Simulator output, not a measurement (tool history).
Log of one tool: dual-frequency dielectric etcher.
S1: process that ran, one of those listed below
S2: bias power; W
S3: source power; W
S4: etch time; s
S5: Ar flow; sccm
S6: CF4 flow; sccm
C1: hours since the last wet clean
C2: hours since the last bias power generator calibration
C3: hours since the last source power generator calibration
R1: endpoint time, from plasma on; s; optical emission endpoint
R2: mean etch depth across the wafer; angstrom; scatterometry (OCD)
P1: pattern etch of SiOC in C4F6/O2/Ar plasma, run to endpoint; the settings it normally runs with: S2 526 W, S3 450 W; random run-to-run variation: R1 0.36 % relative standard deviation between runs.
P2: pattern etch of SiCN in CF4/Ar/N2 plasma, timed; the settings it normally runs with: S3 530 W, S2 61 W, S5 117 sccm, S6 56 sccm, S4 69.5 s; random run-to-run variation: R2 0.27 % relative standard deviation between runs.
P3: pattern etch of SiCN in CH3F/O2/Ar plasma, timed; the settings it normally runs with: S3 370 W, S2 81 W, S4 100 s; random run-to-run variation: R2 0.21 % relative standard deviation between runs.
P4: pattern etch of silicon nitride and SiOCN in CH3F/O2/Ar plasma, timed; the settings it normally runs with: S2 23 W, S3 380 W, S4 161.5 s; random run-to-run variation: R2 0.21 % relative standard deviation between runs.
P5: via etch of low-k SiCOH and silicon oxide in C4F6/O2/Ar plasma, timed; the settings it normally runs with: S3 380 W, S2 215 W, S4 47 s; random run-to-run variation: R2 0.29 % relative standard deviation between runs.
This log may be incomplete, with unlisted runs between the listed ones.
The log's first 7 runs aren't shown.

| run | hour | S1 | S2 | S3 | S4 | S5 | S6 | C1 | C2 | C3 | R1 | R2 |
|---|---|---|---|---|---|---|---|---|---|---|---|---|
| 8 | 89.9 | P2 | 61 | 530 | 91 | 117 | 56 | 13.4 | 1083.5 | 1053.4 |  | 802.27 |
| 9 | 105.2 | P5 | 215 | 380 | 47 |  |  | 28.7 | 1098.8 | 1068.7 |  | 1142.9 |
| 10 | 122 | P1 | 711 | 560 |  |  |  | 45.5 | 1115.6 | 1085.5 | 13.131 |  |
| 11 | 136.5 | P4 | 23 | 270 | 161.5 |  |  | 60 | 1130.1 | 1100 |  | 194.9 |
| 12 | 145.4 | P1 | 702 | 300 |  |  |  | 68.9 | 1139 | 1108.9 | 16.533 |  |
| 13 | 161.6 | P1 | 674 | 450 |  |  |  | 85.1 | 1155.2 | 1125.1 | 14.613 |  |
| 14 | 172.3 | P1 | 526 | 450 |  |  |  | 95.8 | 1165.9 | 1135.8 | 15.99 |  |
| 15 | 183.9 | P5 | 215 | 220 | 47 |  |  | 107.4 | 1177.5 | 1147.4 |  | 925.9 |
| 16 | 200.6 | P2 | 61 | 530 | 69.5 | 79 | 56 | 124.1 | 1194.2 | 1164.1 |  | 651.79 |
| 17 | 211.1 | P2 | 61 | 530 | 69.5 | 117 | 56 | 134.6 | 1204.7 | 1174.6 |  | 614.16 |
| 18 | 227 | P1 | 526 | 300 |  |  |  | 150.5 | 1220.6 | 1190.5 | 18.583 |  |
| 19 | 237.3 | P1 | 526 | 540 |  |  |  | 160.8 | 1230.9 | 1200.8 | 14.996 |  |
| 20 | 247.8 | P1 | 526 | 450 |  |  |  | 171.3 | 1241.4 | 1211.3 | 15.977 |  |
| 21 | 261.2 | P4 | 23 | 380 | 125.5 |  |  | 184.7 | 1254.8 | 1224.7 |  | 169.66 |
| 22 | 273.9 | P4 | 13 | 380 | 161.5 |  |  | 197.4 | 1267.5 | 1237.4 |  | 172.37 |
| 23 | 286.4 | P3 | 81 | 370 | 133 |  |  | 209.9 | 1280 | 1249.9 |  | 495.05 |
| 24 | 299.4 | P3 | 81 | 370 | 100 |  |  | 222.9 | 1293 | 1262.9 |  | 372.48 |
| 25 | 310.1 | P3 | 81 | 510 | 100 |  |  | 233.6 | 1303.7 | 1273.6 |  | 420.39 |
| 26 | 319.2 | P5 | 126 | 380 | 47 |  |  | 242.7 | 1312.8 | 1282.7 |  | 962.4 |
| 27 | 327.1 | P1 | 526 | 450 |  |  |  | 250.6 | 1320.7 | 1290.6 | 16.095 |  |
| 28 | 337.3 | P4 | 23 | 380 | 161.5 |  |  | 260.8 | 1330.9 | 1300.8 |  | 218.41 |
| 29 | 345.6 | P5 | 215 | 380 | 67 |  |  | 269.1 | 1339.2 | 1309.1 |  | 1629.1 |
| 30 | 361.3 | P1 | 526 | 450 |  |  |  | 284.8 | 1354.9 | 1324.8 | 15.982 |  |
| 31 | 369.5 | P2 | 61 | 530 | 69.5 | 117 | 56 | 293 | 1363.1 | 1333 |  | 613.71 |

Estimate the outcome of run 32 from the log above:
| 32 | 383.6 | P1 | 526 | 450 |  |  |  | 307.1 | 1377.2 | 1347.1 | ? |  |

Logged for run 32: R1 16.031 s.

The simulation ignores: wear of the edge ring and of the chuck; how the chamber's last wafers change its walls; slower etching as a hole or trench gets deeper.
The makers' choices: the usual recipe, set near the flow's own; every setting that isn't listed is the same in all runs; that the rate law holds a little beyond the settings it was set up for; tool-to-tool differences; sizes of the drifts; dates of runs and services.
